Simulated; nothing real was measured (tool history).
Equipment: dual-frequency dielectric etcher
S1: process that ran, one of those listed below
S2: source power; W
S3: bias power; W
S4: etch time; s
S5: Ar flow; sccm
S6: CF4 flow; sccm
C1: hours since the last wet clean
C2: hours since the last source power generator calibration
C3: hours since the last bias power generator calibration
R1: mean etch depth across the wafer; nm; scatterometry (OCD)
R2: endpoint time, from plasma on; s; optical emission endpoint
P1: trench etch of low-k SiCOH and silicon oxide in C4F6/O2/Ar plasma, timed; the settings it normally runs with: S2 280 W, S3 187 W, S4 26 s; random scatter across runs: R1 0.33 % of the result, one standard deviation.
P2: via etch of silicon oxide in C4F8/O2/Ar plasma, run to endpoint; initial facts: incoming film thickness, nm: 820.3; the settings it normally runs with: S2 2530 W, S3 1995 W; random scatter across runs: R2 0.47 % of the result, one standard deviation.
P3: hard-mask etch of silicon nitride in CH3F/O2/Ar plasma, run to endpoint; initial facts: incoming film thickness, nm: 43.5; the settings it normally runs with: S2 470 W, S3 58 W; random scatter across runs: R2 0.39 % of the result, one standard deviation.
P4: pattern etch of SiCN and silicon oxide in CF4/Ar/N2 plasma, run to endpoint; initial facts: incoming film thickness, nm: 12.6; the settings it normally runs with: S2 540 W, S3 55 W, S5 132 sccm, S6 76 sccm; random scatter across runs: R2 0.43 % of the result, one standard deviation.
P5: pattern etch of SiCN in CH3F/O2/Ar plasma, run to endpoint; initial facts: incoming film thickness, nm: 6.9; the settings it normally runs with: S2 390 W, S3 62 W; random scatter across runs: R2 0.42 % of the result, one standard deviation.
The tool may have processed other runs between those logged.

Run 1, hour 9.1: S1 P1, S2 280 W, S3 187 W, S4 26 s; C1 330.3; C2 1074.6; C3 1761.5. Result: R1 71.359 nm.
Run 2, hour 24.9: S1 P4, S2 540 W, S3 55 W, S5 132 sccm, S6 76 sccm; C1 346.1; C2 1090.4; C3 1777.3. Result: R2 14.159 s.
Run 3, hour 41.8: S1 P1, S2 170 W, S3 187 W, S4 26 s; C1 363; C2 1107.3; C3 1794.2. Result: R1 59.074 nm.
Run 4, hour 51.6: S1 P3, S2 470 W, S3 72 W; C1 372.8; C2 1117.1; C3 1804. Result: R2 58.725 s.
Run 5, hour 67.5: S1 P3, S2 350 W, S3 58 W; C1 388.7; C2 1133; C3 1819.9. Result: R2 70.771 s.
Run 6, hour 81.4: S1 P4, S2 670 W, S3 55 W, S5 132 sccm, S6 76 sccm; C1 402.6; C2 1146.9; C3 1833.8. Result: R2 11.616 s.
Run 7, hour 97.3: S1 P3, S2 470 W, S3 58 W; C1 418.5; C2 1162.8; C3 1849.7. Result: R2 62.885 s.
Run 8, hour 111: S1 P1, S2 280 W, S3 137 W, S4 37.5 s; C1 432.2; C2 1176.5; C3 1863.4. Result: R1 93.143 nm.
Run 9, hour 126: S1 P4, S2 540 W, S3 55 W, S5 181 sccm, S6 76 sccm; C1 447.2; C2 1191.5; C3 1878.4. Result: R2 14.944 s.
Run 10, hour 136: S1 P1, S2 280 W, S3 140 W, S4 26 s; C1 457.2; C2 1201.5; C3 1888.4. Result: R1 64.869 nm.
Run 11, hour 150.6: S1 P1, S2 340 W, S3 187 W, S4 26 s; C1 471.8; C2 1216.1; C3 1903. Result: R1 76.581 nm.
Run 12, hour 163.5: S1 P4, S2 540 W, S3 55 W, S5 132 sccm, S6 76 sccm; C1 484.7; C2 1229; C3 1915.9. Result: R2 14.029 s.
Run 13, hour 173.5: S1 P5, S2 390 W, S3 87 W; C1 494.7; C2 1239; C3 1925.9. Result: R2 17.629 s.
Run 14, hour 191.8: S1 P2, S2 2530 W, S3 2773 W; C1 513; C2 1257.3; C3 1944.2. Result: R2 134.08 s.
Run 15, hour 201: S1 P1, S2 280 W, S3 187 W, S4 26 s; C1 522.2; C2 1266.5; C3 1953.4. Result: R1 71.116 nm.
Run 16, hour 217.3: S1 P1, S2 280 W, S3 187 W, S4 26 s; C1 538.5; C2 1282.8; C3 1969.7. Result: R1 71.103 nm.
Run 17, hour 230.7: S1 P1, S2 280 W, S3 187 W, S4 15.5 s; C1 551.9; C2 1296.2; C3 1983.1. Result: R1 42.49 nm.
Run 18, hour 242.9: S1 P5, S2 390 W, S3 62 W; C1 564.1; C2 1308.4; C3 1995.3. Result: R2 19.863 s.
Run 19, hour 258.5: S1 P2, S2 2530 W, S3 1995 W; C1 579.7; C2 1324; C3 2010.9. Result: R2 147.71 s.
Run 20, hour 273.6: S1 P4, S2 540 W, S3 71 W, S5 132 sccm, S6 76 sccm; C1 594.8; C2 1339.1; C3 2026. Result: R2 13.014 s.
Run 21, hour 283.4: S1 P5, S2 310 W, S3 62 W; C1 604.6; C2 1348.9; C3 2035.8. Result: R2 21.62 s.
Run 22, hour 292.5: S1 P5, S2 390 W, S3 62 W; C1 613.7; C2 1358; C3 2044.9. Result: R2 19.98 s.
Run 23, hour 307.5: S1 P1, S2 280 W, S3 231 W, S4 26 s; C1 628.7; C2 1373; C3 2059.9. Result: R1 76.032 nm.
Run 24, hour 321.9: S1 P2, S2 3490 W, S3 1995 W; C1 643.1; C2 1387.4; C3 2074.3. Result: R2 131.46 s.
Run 25, hour 332: S1 P1, S2 280 W, S3 187 W, S4 32.5 s; C1 653.2; C2 1397.5; C3 2084.4. Result: R1 89.12 nm.
Run 26, hour 346.5: S1 P1, S2 280 W, S3 187 W, S4 26 s; C1 667.7; C2 1412; C3 2098.9. Result: R1 71.311 nm.
Run 27, hour 362.1: S1 P4, S2 540 W, S3 55 W, S5 132 sccm, S6 57 sccm; C1 683.3; C2 1427.6; C3 2114.5. Result: R2 14.776 s.
Run 28, hour 376: S1 P1, S2 210 W, S3 143 W, S4 26 s; C1 697.2; C2 1441.5; C3 2128.4. Result: R1 58.238 nm.
Run 29, hour 385.7: S1 P1, S2 280 W, S3 187 W, S4 26 s; C1 706.9; C2 1451.2; C3 2138.1. Result: R1 71.698 nm.
Run 30, hour 402: S1 P1, S2 280 W, S3 187 W, S4 26 s; C1 723.2; C2 1467.5; C3 2154.4. Result: R1 71.08 nm.
Run 31, hour 414.2: S1 P1, S2 280 W, S3 187 W, S4 26 s; C1 735.4; C2 1479.7; C3 2166.6. Result: R1 70.511 nm.
Run 32, hour 428.3: S1 P1, S2 280 W, S3 187 W, S4 26 s; C1 749.5; C2 1493.8; C3 2180.7. Result: R1 70.141 nm.
Run 33, hour 436.6: S1 P1, S2 280 W, S3 187 W, S4 26 s; C1 757.8; C2 1502.1; C3 2189. Result: R1 70.011 nm.
Run 34, hour 445.5: S1 P1, S2 280 W, S3 187 W, S4 26 s; C1 766.7; C2 1511; C3 2197.9. Result: R1 70.348 nm.
At hour 446.8: wet clean of the chamber.
Run 35, hour 455.8: S1 P1, S2 280 W, S3 187 W, S4 26 s; C1 9; C2 1521.3; C3 2208.2. Result: R1 70.243 nm.
Run 36, hour 463.8: S1 P1, S2 280 W, S3 187 W, S4 26 s; C1 17; C2 1529.3; C3 2216.2. Result: R1 70.06 nm.

Compared with where it was, what P1 gives has crept away. Each cause listed below fits the log as well as the rest, at the size given for it:
A: bias power that arrives under what is set, % = 4.9
B: source power that arrives under what is set, % = 4.15
The process output started creeping at around hour 402.
All other causes, with the reason each is excluded:
chamber walls in a state that lowers the etch rate, %: its service at hour 446.8 followed the start of the drift and did not put the process back to its old value

4 check runs are offered, each on 2 wafers whose results are averaged, their results left as question marks. Which one tells the causes apart?
Run check 1, hour 471.8: S1 P3, S2 470 W, S3 58 W. Result: R2 ?.
Run check 2, hour 471.8: S1 P2, S2 2530 W, S3 1995 W. Result: R2 ?.
Run check 3, hour 471.8: S1 P4, S2 540 W, S3 55 W, S5 132 sccm, S6 76 sccm. Result: R2 ?.
Run check 4, hour 471.8: S1 P5, S2 390 W, S3 62 W. Result: R2 ?.

If the cause were each of the candidates in turn, the checks would give the following:
  check  result    if A    if B
check 1      R2  64.123  64.147
check 2      R2  149.85   150.3
check 3      R2  14.315  14.626
check 4      R2  20.219  20.198
Minimum pairwise separation of causes per check, each pair taken at its best-separating result: check 1 0.04 %; check 2 0.3 %; check 3 2.15 %; check 4 0.1 %
Check 3 distinguishes between the causes, while the remaining checks would return nearly the same result for all of them.

Then check 3 was run and gave: R2 14.648 s. Which cause is it?

The correct cause is B, namely: source power that arrives under what is set, %.
